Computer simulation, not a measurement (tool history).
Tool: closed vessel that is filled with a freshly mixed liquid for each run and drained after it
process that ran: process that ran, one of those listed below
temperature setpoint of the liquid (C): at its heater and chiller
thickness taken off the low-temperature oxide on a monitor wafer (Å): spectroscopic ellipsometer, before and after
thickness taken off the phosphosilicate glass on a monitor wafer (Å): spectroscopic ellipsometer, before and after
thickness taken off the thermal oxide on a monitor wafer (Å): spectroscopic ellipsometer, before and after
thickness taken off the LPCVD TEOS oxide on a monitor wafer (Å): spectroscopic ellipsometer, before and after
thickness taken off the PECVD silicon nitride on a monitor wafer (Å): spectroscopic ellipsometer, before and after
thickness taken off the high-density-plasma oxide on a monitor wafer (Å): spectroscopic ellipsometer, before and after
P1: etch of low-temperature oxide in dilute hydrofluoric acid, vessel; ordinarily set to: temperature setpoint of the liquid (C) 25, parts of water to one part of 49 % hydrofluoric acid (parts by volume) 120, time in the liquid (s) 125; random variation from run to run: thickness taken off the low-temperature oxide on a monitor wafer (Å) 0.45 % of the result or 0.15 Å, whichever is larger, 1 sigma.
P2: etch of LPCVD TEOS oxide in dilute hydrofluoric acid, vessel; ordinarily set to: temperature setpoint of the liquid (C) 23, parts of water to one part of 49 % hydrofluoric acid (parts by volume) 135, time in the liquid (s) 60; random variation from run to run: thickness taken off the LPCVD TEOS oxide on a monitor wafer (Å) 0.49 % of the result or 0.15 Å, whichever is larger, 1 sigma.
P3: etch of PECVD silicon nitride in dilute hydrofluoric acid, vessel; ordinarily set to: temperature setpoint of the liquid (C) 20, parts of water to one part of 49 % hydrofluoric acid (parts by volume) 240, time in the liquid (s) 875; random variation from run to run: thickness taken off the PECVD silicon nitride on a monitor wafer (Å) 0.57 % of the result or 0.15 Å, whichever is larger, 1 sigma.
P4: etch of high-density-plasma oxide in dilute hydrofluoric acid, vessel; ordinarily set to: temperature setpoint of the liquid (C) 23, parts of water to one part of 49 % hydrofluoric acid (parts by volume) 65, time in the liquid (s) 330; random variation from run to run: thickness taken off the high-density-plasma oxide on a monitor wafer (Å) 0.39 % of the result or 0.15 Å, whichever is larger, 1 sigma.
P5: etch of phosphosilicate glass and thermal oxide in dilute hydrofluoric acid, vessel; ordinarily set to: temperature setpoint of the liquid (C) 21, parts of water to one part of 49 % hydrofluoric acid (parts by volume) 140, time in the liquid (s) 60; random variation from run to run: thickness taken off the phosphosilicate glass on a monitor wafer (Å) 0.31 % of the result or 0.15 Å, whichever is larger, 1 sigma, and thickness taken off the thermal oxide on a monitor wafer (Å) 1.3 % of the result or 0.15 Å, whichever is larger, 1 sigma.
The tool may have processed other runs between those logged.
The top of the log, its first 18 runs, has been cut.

run,hour,process that ran,temperature setpoint of the liquid (C),parts of water to one part of 49 % hydrofluoric acid (parts by volume),time in the liquid (s),hours since the thermometer was replaced,hours since the hydrofluoric acid flow meter was replaced,thickness taken off the low-temperature oxide on a monitor wafer (Å),thickness taken off the phosphosilicate glass on a monitor wafer (Å),thickness taken off the thermal oxide on a monitor wafer (Å),thickness taken off the LPCVD TEOS oxide on a monitor wafer (Å),thickness taken off the PECVD silicon nitride on a monitor wafer (Å),thickness taken off the high-density-plasma oxide on a monitor wafer (Å)
19,236.8,P4,23,65,330,1179.1,661.8,,,,,,421.22
20,247.3,P1,17.5,215,125,1189.6,672.3,77.135,,,,,
21,255,P5,21,140,60,1197.3,680,,444.65,16.564,,,
22,270.6,P2,23,135,90,1212.9,695.6,,,,101.1,,
23,279,P1,25,120,245,1221.3,704,398.9,,,,,
24,294.4,P2,17,135,60,1236.7,719.4,,,,52.645,,
25,301.9,P3,26.5,240,875,1244.2,726.9,,,,,105.27,
26,318,P2,23,55,60,1260.3,743,,,,180.33,,
27,326.7,P3,20,240,875,1269,751.7,,,,,69.884,
28,337.6,P1,25,120,125,1279.9,762.6,204.93,,,,,
29,348.1,P1,25,120,125,1290.4,773.1,203.57,,,,,
30,363.9,P3,20,240,1615,1306.2,788.9,,,,,130.35,
31,373.7,P1,25,35,70,1316,798.7,437.12,,,,,

The next listed run, before its measurement:
32,390.3,P1,25,120,125,1332.6,815.3,?,,,,,

{"run 32": {"thickness taken off the low-temperature oxide on a monitor wafer (Å)": 203.56}}

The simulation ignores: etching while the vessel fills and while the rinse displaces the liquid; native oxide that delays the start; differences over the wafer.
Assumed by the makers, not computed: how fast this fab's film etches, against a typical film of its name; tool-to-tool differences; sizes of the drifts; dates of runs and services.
